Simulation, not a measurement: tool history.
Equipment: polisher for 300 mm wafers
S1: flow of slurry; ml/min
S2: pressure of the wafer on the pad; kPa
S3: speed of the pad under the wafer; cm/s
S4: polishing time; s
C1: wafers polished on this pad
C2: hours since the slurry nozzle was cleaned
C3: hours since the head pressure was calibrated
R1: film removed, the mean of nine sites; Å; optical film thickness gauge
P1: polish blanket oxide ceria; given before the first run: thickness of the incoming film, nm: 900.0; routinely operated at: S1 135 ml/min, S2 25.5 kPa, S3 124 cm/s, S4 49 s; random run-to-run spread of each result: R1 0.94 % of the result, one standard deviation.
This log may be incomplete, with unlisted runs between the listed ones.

Run 1, hour 6.5: S1 135 ml/min, S2 25.5 kPa, S3 124 cm/s, S4 49 s; C1 362; C2 237.7; C3 225.0. Result: R1 3509.8 Å.
Run 2, hour 10.0: S1 135 ml/min, S2 25.5 kPa, S3 124 cm/s, S4 49 s; C1 405; C2 241.2; C3 228.5. Result: R1 3487.6 Å.
Run 3, hour 13.6: S1 135 ml/min, S2 25.5 kPa, S3 124 cm/s, S4 75 s; C1 448; C2 244.8; C3 232.1. Result: R1 5390.1 Å.
Run 4, hour 19.9: S1 190 ml/min, S2 25.5 kPa, S3 124 cm/s, S4 49 s; C1 524; C2 251.1; C3 238.4. Result: R1 3683.5 Å.
Run 5, hour 25.7: S1 135 ml/min, S2 25.5 kPa, S3 196 cm/s, S4 49 s; C1 594; C2 256.9; C3 244.2. Result: R1 5532.8 Å.
Run 6, hour 33.3: S1 80 ml/min, S2 25.5 kPa, S3 124 cm/s, S4 49 s; C1 686; C2 264.5; C3 251.8. Result: R1 3091.1 Å.
Run 7, hour 37.8: S1 135 ml/min, S2 25.5 kPa, S3 124 cm/s, S4 49 s; C1 740; C2 269.0; C3 256.3. Result: R1 3485.2 Å.
Run 8, hour 43.0: S1 135 ml/min, S2 25.5 kPa, S3 74 cm/s, S4 49 s; C1 803; C2 274.2; C3 261.5. Result: R1 2089.5 Å.
Run 9, hour 49.1: S1 135 ml/min, S2 38.6 kPa, S3 84 cm/s, S4 49 s; C1 877; C2 280.3; C3 267.6. Result: R1 3569.7 Å.
Run 10, hour 52.5: S1 135 ml/min, S2 25.5 kPa, S3 124 cm/s, S4 49 s; C1 918; C2 283.7; C3 271.0. Result: R1 3482.9 Å.
Run 11, hour 59.7: S1 100 ml/min, S2 19.3 kPa, S3 124 cm/s, S4 49 s; C1 1005; C2 290.9; C3 278.2. Result: R1 2504.3 Å.
Run 12, hour 66.2: S1 135 ml/min, S2 11.7 kPa, S3 124 cm/s, S4 49 s; C1 1083; C2 297.4; C3 284.7. Result: R1 1602.3 Å.
Run 13, hour 73.8: S1 135 ml/min, S2 25.5 kPa, S3 124 cm/s, S4 33 s; C1 1175; C2 305.0; C3 292.3. Result: R1 2341.8 Å.
Run 14, hour 77.1: S1 135 ml/min, S2 34.5 kPa, S3 124 cm/s, S4 49 s; C1 1215; C2 308.3; C3 295.6. Result: R1 4706.5 Å.
Run 15, hour 81.5: S1 135 ml/min, S2 25.5 kPa, S3 92 cm/s, S4 27 s; C1 1268; C2 312.7; C3 300.0. Result: R1 1394.8 Å.
Run 16, hour 88.9: S1 135 ml/min, S2 25.5 kPa, S3 124 cm/s, S4 49 s; C1 1357; C2 320.1; C3 307.4. Result: R1 3461.6 Å.
Run 17, hour 96.2: S1 135 ml/min, S2 25.5 kPa, S3 124 cm/s, S4 49 s; C1 1445; C2 327.4; C3 314.7. Result: R1 3312.9 Å.
Run 18, hour 102.2: S1 135 ml/min, S2 25.5 kPa, S3 124 cm/s, S4 49 s; C1 1518; C2 333.4; C3 320.7. Result: R1 3266.0 Å.
Run 19, hour 109.4: S1 135 ml/min, S2 25.5 kPa, S3 124 cm/s, S4 49 s; C1 1605; C2 340.6; C3 327.9. Result: R1 3278.8 Å.
Run 20, hour 114.2: S1 135 ml/min, S2 25.5 kPa, S3 124 cm/s, S4 49 s; C1 1663; C2 345.4; C3 332.7. Result: R1 3264.8 Å.
Run 21, hour 121.7: S1 135 ml/min, S2 25.5 kPa, S3 124 cm/s, S4 49 s; C1 1753; C2 352.9; C3 340.2. Result: R1 3217.8 Å.
At hour 127.0: worn pad replaced by a new one.
Run 22, hour 128.4: S1 135 ml/min, S2 25.5 kPa, S3 124 cm/s, S4 49 s; C1 17; C2 359.6; C3 346.9. Result: R1 3251.9 Å.
Run 23, hour 132.9: S1 135 ml/min, S2 25.5 kPa, S3 124 cm/s, S4 49 s; C1 71; C2 364.1; C3 351.4. Result: R1 3172.6 Å.
Run 24, hour 136.5: S1 135 ml/min, S2 25.5 kPa, S3 124 cm/s, S4 49 s; C1 114; C2 367.7; C3 355.0. Result: R1 3206.7 Å.
Run 25, hour 141.7: S1 135 ml/min, S2 25.5 kPa, S3 124 cm/s, S4 49 s; C1 177; C2 372.9; C3 360.2. Result: R1 3226.9 Å.

Compared with where it was, what P1 gives has crept away. Each cause listed below fits the log as well as the rest, at the size given for it:
A: slurry flow missing at the pad, % = 31.7
B: head's pressure below its setpoint, % = 8.22
The onset of the drift is placed at about hour 88.9.
Why every other cause is out:
removal rate lost through wear of the pad, %: serviced at hour 127.0, after the drift had started, without restoring the earlier output

Each of the check runs listed below is run on 2 wafers and reports their average, with the results left as question marks. Pick the one under which the possible causes would lead to clearly different results.
Run check 1, hour 146.9: S1 135 ml/min, S2 15.9 kPa, S3 124 cm/s, S4 49 s. Result: R1 ?.
Run check 2, hour 146.9: S1 80 ml/min, S2 25.5 kPa, S3 124 cm/s, S4 49 s. Result: R1 ?.
Run check 3, hour 146.9: S1 135 ml/min, S2 25.5 kPa, S3 178 cm/s, S4 49 s. Result: R1 ?.
Run check 4, hour 146.9: S1 135 ml/min, S2 25.5 kPa, S3 84 cm/s, S4 37 s. Result: R1 ?.

Predicted outcomes, by check and by cause:
  check  result    if A    if B
check 1      R1  1985.9  1986.1
check 2      R1  2682.3  2816.7
check 3      R1  4585.9  4586.4
check 4      R1  1634.1  1634.3
Gap, in per cent, between the two causes that each check separates least, read from the result that separates them most: check 1 0.01 %; check 2 4.89 %; check 3 0.01 %; check 4 0.01 %
Check 2 tells the causes apart: in the others they would give nearly the same result.

Running check 2 produced the following: R1 2798.1 Å. Which one of the listed causes fits?

Of the candidate causes, it is B: head's pressure below its setpoint, %.
